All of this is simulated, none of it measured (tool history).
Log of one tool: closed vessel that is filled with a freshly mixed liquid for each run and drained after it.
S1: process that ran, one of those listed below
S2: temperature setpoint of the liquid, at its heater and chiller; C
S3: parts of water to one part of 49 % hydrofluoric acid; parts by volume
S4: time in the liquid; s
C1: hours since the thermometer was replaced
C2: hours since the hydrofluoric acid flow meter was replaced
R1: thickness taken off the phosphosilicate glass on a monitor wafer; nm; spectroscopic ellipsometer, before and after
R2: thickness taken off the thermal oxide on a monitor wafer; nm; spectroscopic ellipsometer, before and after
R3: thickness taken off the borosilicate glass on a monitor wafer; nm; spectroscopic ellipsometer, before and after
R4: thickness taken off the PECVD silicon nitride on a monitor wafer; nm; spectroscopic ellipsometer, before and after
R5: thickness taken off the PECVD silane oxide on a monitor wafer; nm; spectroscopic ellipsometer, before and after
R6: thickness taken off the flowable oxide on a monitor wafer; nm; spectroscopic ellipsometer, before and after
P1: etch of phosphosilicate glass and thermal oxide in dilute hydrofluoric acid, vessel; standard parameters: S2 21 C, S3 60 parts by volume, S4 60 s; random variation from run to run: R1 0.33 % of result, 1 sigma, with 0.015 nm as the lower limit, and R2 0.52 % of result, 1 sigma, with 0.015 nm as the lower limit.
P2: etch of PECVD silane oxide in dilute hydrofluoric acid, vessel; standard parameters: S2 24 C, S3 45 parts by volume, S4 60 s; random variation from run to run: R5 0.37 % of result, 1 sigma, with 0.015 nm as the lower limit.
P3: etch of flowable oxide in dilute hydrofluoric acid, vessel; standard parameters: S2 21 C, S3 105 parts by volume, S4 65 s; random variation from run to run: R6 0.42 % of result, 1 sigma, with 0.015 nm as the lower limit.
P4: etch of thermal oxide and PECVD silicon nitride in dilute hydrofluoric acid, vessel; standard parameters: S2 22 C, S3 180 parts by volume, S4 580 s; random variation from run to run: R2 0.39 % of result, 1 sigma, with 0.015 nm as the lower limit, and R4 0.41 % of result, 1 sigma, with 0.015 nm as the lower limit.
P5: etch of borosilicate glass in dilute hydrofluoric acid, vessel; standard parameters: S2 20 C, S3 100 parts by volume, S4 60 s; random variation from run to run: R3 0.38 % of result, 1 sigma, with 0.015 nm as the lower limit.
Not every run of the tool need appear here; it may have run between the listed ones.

| run | hour | S1 | S2 | S3 | S4 | C1 | C2 | R1 | R2 | R3 | R4 | R5 | R6 |
|---|---|---|---|---|---|---|---|---|---|---|---|---|---|
| 1 | 3.9 | P1 | 21 | 60 | 60 | 269.7 | 469 | 55.049 | 4.3995 |  |  |  |  |
| 2 | 8.7 | P5 | 20 | 100 | 60 | 274.5 | 473.8 |  |  | 22.32 |  |  |  |
| 3 | 16.2 | P1 | 25 | 60 | 60 | 282 | 481.3 | 64.883 | 5.1731 |  |  |  |  |
| 4 | 23.6 | P1 | 21 | 60 | 60 | 289.4 | 488.7 | 54.976 | 4.385 |  |  |  |  |
| 5 | 30.9 | P4 | 22 | 180 | 580 | 296.7 | 496 |  | 12.827 |  | 7.881 |  |  |
| 6 | 38 | P1 | 21 | 20 | 60 | 303.8 | 503.1 | 173.17 | 13.902 |  |  |  |  |
| 7 | 45.3 | P5 | 20 | 100 | 30 | 311.1 | 510.4 |  |  | 11.172 |  |  |  |
| 8 | 52.3 | P4 | 22 | 180 | 150 | 318.1 | 517.4 |  | 3.334 |  | 2.0449 |  |  |
| 9 | 60 | P1 | 24.5 | 60 | 30 | 325.8 | 525.1 | 31.827 | 2.5292 |  |  |  |  |
| 10 | 66.1 | P2 | 24 | 75 | 60 | 331.9 | 531.2 |  |  |  |  | 24.019 |  |
| 11 | 73.8 | P3 | 26.5 | 105 | 65 | 339.6 | 538.9 |  |  |  |  |  | 22.349 |
| 12 | 80 | P4 | 22 | 40 | 580 | 345.8 | 545.1 |  | 67.902 |  | 34.436 |  |  |
| 13 | 86.6 | P1 | 17 | 60 | 60 | 352.4 | 551.7 | 46.578 | 3.7228 |  |  |  |  |
| 14 | 91.8 | P2 | 20 | 45 | 60 | 357.6 | 556.9 |  |  |  |  | 35.313 |  |
| 15 | 96.5 | P5 | 17 | 100 | 60 | 362.3 | 561.6 |  |  | 19.802 |  |  |  |
| 16 | 104 | P2 | 24 | 45 | 30 | 369.8 | 569.1 |  |  |  |  | 20.714 |  |
| 17 | 108.1 | P1 | 21 | 85 | 60 | 373.9 | 573.2 | 37.6 | 2.9765 |  |  |  |  |
| 18 | 113.1 | P1 | 21 | 60 | 60 | 378.9 | 578.2 | 54.869 | 4.3819 |  |  |  |  |
| 19 | 117.4 | P1 | 21 | 60 | 90 | 383.2 | 582.5 | 81.879 | 6.601 |  |  |  |  |
| 20 | 121.7 | P5 | 20 | 140 | 60 | 387.5 | 586.8 |  |  | 15.344 |  |  |  |

What will run 21 give?
| 21 | 128.1 | P3 | 21 | 185 | 65 | 393.9 | 593.2 |  |  |  |  |  | ? |

{"run 21": {"R6": 9.3296}}

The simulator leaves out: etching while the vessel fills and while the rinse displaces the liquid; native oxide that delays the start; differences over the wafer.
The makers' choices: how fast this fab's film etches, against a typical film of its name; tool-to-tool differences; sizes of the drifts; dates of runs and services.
